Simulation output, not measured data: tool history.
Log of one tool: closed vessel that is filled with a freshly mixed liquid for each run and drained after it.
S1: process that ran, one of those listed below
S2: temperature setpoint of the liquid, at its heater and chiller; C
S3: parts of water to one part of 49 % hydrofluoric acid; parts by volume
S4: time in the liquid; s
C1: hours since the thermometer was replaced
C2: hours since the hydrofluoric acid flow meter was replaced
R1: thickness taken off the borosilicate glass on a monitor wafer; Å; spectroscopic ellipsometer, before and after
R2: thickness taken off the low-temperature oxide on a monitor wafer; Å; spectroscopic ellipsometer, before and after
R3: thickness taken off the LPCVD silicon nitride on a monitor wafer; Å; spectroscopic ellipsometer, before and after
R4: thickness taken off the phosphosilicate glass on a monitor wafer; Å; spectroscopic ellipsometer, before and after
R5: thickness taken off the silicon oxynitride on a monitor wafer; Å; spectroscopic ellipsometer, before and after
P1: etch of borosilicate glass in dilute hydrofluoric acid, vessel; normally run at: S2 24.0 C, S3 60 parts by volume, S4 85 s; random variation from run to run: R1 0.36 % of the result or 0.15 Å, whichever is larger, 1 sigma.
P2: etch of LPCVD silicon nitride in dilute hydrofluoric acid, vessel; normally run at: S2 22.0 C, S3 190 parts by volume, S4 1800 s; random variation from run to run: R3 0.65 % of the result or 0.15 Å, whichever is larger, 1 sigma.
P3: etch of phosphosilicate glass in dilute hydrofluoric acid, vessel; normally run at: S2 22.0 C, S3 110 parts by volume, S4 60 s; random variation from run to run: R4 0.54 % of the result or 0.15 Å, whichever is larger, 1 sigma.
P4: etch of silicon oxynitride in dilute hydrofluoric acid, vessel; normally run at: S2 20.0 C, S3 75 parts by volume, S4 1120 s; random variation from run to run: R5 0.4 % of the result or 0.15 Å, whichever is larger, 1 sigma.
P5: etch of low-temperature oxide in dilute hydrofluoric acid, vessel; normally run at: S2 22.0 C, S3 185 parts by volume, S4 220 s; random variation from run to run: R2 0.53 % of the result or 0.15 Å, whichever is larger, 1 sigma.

run,hour,S1,S2,S3,S4,C1,C2,R1,R2,R3,R4,R5
1,12.1,P1,24.0,60,85,641.0,1007.0,420.45,,,,
2,21.1,P5,22.0,185,375,650.0,1016.0,,179.740,,,
3,28.1,P1,24.0,105,85,657.0,1023.0,227.88,,,,
4,38.1,P2,17.0,190,1800,667.0,1033.0,,,32.692,,
5,48.1,P3,22.0,160,60,677.0,1043.0,,,,424.25,
6,58.6,P1,19.0,60,85,687.5,1053.5,341.04,,,,
7,67.2,P4,20.0,75,1120,696.1,1062.1,,,,,175.0200
8,74.3,P1,24.0,60,125,703.2,1069.2,621.50,,,,
9,85.9,P1,24.0,80,50,714.8,1080.8,180.71,,,,
10,96.0,P2,22.0,190,3340,724.9,1090.9,,,84.759,,
11,108.8,P5,17.0,185,220,737.7,1103.7,,86.385,,,
12,116.0,P3,22.0,110,60,744.9,1110.9,,,,653.35,
13,125.2,P1,24.0,60,85,754.1,1120.1,421.23,,,,
14,136.4,P1,24.0,60,85,765.3,1131.3,421.92,,,,
15,145.3,P1,24.0,20,85,774.2,1140.2,1331.30,,,,
16,153.7,P4,26.0,75,1120,782.6,1148.6,,,,,233.9200
17,164.4,P1,28.5,60,85,793.3,1159.3,503.21,,,,
18,177.0,P2,22.0,190,1800,805.9,1171.9,,,45.533,,
19,188.7,P3,22.0,110,30,817.6,1183.6,,,,326.16,
20,195.7,P1,29.5,35,85,824.6,1190.6,935.59,,,,
21,208.8,P2,22.0,325,1800,837.7,1203.7,,,26.844,,
22,222.0,P1,24.0,60,30,850.9,1216.9,148.70,,,,
23,235.5,P4,20.0,75,45,864.4,1230.4,,,,,7.3474

The next listed run, before its measurement:
24,242.4,P3,17.0,110,60,871.3,1237.3,,,,?,

{"run 24": {"R4": 528.87}}
